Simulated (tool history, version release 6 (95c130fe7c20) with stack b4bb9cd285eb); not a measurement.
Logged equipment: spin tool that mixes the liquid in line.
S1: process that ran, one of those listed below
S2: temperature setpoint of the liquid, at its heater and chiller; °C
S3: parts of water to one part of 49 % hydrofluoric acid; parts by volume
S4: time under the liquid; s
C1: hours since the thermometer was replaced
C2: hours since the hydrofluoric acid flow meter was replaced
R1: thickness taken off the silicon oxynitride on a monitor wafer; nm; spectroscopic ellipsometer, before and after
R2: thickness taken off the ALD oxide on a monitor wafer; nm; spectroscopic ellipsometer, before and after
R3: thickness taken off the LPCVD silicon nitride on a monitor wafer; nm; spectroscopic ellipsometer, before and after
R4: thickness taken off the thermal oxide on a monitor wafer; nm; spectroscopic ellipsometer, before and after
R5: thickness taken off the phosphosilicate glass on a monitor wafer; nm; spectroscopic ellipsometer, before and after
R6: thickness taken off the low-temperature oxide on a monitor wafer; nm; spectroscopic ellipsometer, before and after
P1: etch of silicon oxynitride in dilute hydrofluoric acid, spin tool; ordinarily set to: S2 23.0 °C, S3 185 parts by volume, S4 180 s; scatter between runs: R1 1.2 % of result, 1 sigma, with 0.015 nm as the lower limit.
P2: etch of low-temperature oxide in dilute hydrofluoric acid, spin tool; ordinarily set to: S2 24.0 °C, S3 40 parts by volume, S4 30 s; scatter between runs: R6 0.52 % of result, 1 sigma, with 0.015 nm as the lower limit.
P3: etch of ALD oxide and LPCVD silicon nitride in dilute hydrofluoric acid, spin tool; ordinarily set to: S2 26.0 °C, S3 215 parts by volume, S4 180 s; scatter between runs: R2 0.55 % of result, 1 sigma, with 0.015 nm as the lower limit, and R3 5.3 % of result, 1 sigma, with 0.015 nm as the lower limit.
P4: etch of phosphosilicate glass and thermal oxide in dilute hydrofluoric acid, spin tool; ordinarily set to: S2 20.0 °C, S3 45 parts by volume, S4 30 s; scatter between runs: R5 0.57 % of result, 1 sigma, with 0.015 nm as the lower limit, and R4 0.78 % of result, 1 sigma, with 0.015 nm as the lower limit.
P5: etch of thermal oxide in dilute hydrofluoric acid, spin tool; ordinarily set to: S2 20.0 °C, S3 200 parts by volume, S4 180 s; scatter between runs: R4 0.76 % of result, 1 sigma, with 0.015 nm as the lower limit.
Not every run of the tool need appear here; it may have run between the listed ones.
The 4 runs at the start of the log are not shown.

Run 5, hour 73.5: S1 P1, S2 23.0 °C, S3 185 parts by volume, S4 45 s; C1 387.9; C2 615.8. Result: R1 0.43767 nm.
Run 6, hour 89.1: S1 P5, S2 20.0 °C, S3 200 parts by volume, S4 265 s; C1 403.5; C2 631.4. Result: R4 4.8131 nm.
Run 7, hour 102.4: S1 P1, S2 23.0 °C, S3 185 parts by volume, S4 180 s; C1 416.8; C2 644.7. Result: R1 1.81240 nm.
Run 8, hour 111.8: S1 P1, S2 18.5 °C, S3 185 parts by volume, S4 180 s; C1 426.2; C2 654.1. Result: R1 1.48720 nm.
Run 9, hour 120.1: S1 P1, S2 23.0 °C, S3 185 parts by volume, S4 180 s; C1 434.5; C2 662.4. Result: R1 1.83200 nm.
Run 10, hour 138.4: S1 P4, S2 20.0 °C, S3 45 parts by volume, S4 30 s; C1 452.8; C2 680.7. Result: R4 2.9150 nm, R5 123.790 nm.
Run 11, hour 152.7: S1 P1, S2 23.0 °C, S3 320 parts by volume, S4 180 s; C1 467.1; C2 695.0. Result: R1 0.98368 nm.
Run 12, hour 164.7: S1 P3, S2 26.0 °C, S3 385 parts by volume, S4 180 s; C1 479.1; C2 707.0. Result: R2 8.5002 nm, R3 0.30919 nm.
Run 13, hour 176.3: S1 P1, S2 23.0 °C, S3 35 parts by volume, S4 180 s; C1 490.7; C2 718.6. Result: R1 10.77900 nm.
Run 14, hour 187.7: S1 P4, S2 20.0 °C, S3 75 parts by volume, S4 30 s; C1 502.1; C2 730.0. Result: R4 1.6673 nm, R5 72.257 nm.
Run 15, hour 203.1: S1 P4, S2 17.0 °C, S3 45 parts by volume, S4 30 s; C1 517.5; C2 745.4. Result: R4 2.5553 nm, R5 109.470 nm.
Run 16, hour 219.2: S1 P2, S2 17.0 °C, S3 40 parts by volume, S4 30 s; C1 533.6; C2 761.5. Result: R6 21.652 nm.
Run 17, hour 230.8: S1 P3, S2 18.5 °C, S3 215 parts by volume, S4 180 s; C1 545.2; C2 773.1. Result: R2 13.6860 nm, R3 0.35317 nm.
Run 18, hour 239.7: S1 P2, S2 24.0 °C, S3 40 parts by volume, S4 45 s; C1 554.1; C2 782.0. Result: R6 43.548 nm.
Run 19, hour 254.3: S1 P3, S2 26.0 °C, S3 215 parts by volume, S4 180 s; C1 568.7; C2 796.6. Result: R2 18.1820 nm, R3 0.54218 nm.
Run 20, hour 266.1: S1 P1, S2 28.0 °C, S3 185 parts by volume, S4 180 s; C1 580.5; C2 808.4. Result: R1 2.23800 nm.
Run 21, hour 283.9: S1 P2, S2 24.0 °C, S3 20 parts by volume, S4 30 s; C1 598.3; C2 826.2. Result: R6 59.771 nm.
Run 22, hour 293.9: S1 P1, S2 23.0 °C, S3 185 parts by volume, S4 180 s; C1 608.3; C2 836.2. Result: R1 1.82320 nm.
Run 23, hour 307.1: S1 P1, S2 23.0 °C, S3 185 parts by volume, S4 265 s; C1 621.5; C2 849.4. Result: R1 2.68780 nm.
Run 24, hour 319.7: S1 P5, S2 26.0 °C, S3 200 parts by volume, S4 180 s; C1 634.1; C2 862.0. Result: R4 4.0484 nm.
Run 25, hour 336.0: S1 P5, S2 20.0 °C, S3 65 parts by volume, S4 180 s; C1 650.4; C2 878.3. Result: R4 11.4340 nm.
Run 26, hour 350.9: S1 P5, S2 20.0 °C, S3 200 parts by volume, S4 180 s; C1 665.3; C2 893.2. Result: R4 3.2647 nm.
Run 27, hour 368.5: S1 P1, S2 23.0 °C, S3 115 parts by volume, S4 25 s; C1 682.9; C2 910.8. Result: R1 0.45146 nm.
Run 28, hour 384.9: S1 P2, S2 24.0 °C, S3 40 parts by volume, S4 30 s; C1 699.3; C2 927.2. Result: R6 28.856 nm.
Run 29, hour 401.2: S1 P4, S2 20.0 °C, S3 45 parts by volume, S4 30 s; C1 715.6; C2 943.5. Result: R4 2.9244 nm, R5 124.900 nm.

Forecast run 30:
Run 30, hour 418.7: S1 P4, S2 20.0 °C, S3 45 parts by volume, S4 60 s; C1 733.1; C2 961.0. Result: R4 ?, R5 ?.

{"run 30": {"R4": 5.8601, "R5": 249.07}}
